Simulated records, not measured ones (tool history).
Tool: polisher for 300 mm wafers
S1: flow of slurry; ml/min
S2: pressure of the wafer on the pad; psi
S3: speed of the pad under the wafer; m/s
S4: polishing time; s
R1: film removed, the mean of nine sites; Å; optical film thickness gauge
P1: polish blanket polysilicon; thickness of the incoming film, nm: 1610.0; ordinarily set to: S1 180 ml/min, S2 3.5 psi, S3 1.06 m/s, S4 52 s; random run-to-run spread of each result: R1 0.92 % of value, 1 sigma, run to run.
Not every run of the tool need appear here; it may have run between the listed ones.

run   hour   S1   S2    S3  S4      R1
  1   11.6  180  3.5  1.06  52  4481.7
  2   20.4  245  3.5  1.06  52  4681.9
  3   32.0  180  3.5  1.06  52  4489.7
  4   43.0  180  3.5  1.06  52  4457.0
  5   48.9  110  3.5  1.06  52  4009.7
  6   59.1  245  3.5  1.06  74  6576.1
  7   65.1  180  3.5  1.06  25  2169.2
  8   73.0  180  5.1  1.06  52  6434.4
  9   86.0  110  2.2  1.06  52  2586.2
 10   93.5  180  1.6  1.06  52  2066.4
 11   99.7  180  3.5  1.06  52  4520.5
 12  108.3  180  3.5  1.06  80  6862.8
 13  121.1  180  3.5  0.72  52  3064.3
 14  133.5  180  3.5  1.06  52  4536.8
 15  145.1  180  3.5  1.06  52  4480.1
 16  158.3  180  3.5  1.60  52  6947.6
 17  169.5  180  2.4  1.46  52  4231.8
 18  178.1  180  3.5  1.06  52  4496.6
 19  185.6  180  3.5  1.06  52  4399.3
 20  198.0  180  3.5  1.06  52  4256.0
     209.4  -- worn pad replaced by a new one
 21  209.5  180  3.5  1.06  52  4249.6
 22  216.7  180  3.5  1.06  52  4218.3
 23  229.9  180  3.5  1.06  52  4220.3
 24  240.9  180  3.5  1.06  52  4243.3

Something has made what P1 gives creep away from where it was; the 2 causes below, each at its own stated size, fit the log equally well:
A: slurry flow missing at the pad, % = 30.8
B: head's pressure below its setpoint, % = 6.21
At approximately hour 178.1, the process output began to creep.
All other causes, with the reason each is excluded:
removal rate lost through wear of the pad, %: maintenance at hour 209.4, after the shift began, did not return the process to its former output

You are offered 4 check runs, listed below with question marks in place of their results; each one averages 5 wafers. Which run separates the listed causes by giving clearly different results for each?
check 1  251.9  110  3.5  1.06  34   ?
check 2  251.9  180  3.5  1.46  52   ?
check 3  251.9  180  3.5  1.48  52   ?
check 4  251.9  180  1.8  1.06  52   ?

Check results expected under each cause:
  check  result    if A    if B
check 1      R1  2422.9  2510.8
check 2      R1  5793.7  5793.8
check 3      R1  5873.1  5873.1
check 4      R1  2163.3  2163.3
Distance between the nearest two causes, measured in the result of the check that separates them most: check 1 3.56 %; check 2 0 %; check 3 0 %; check 4 0 %
Check 1 tells the causes apart: in the others they would give nearly the same result.

Then check 1 was run and gave: R1 2527.9 Å. Which cause is it?

Of the candidate causes, it is B: head's pressure below its setpoint, %.
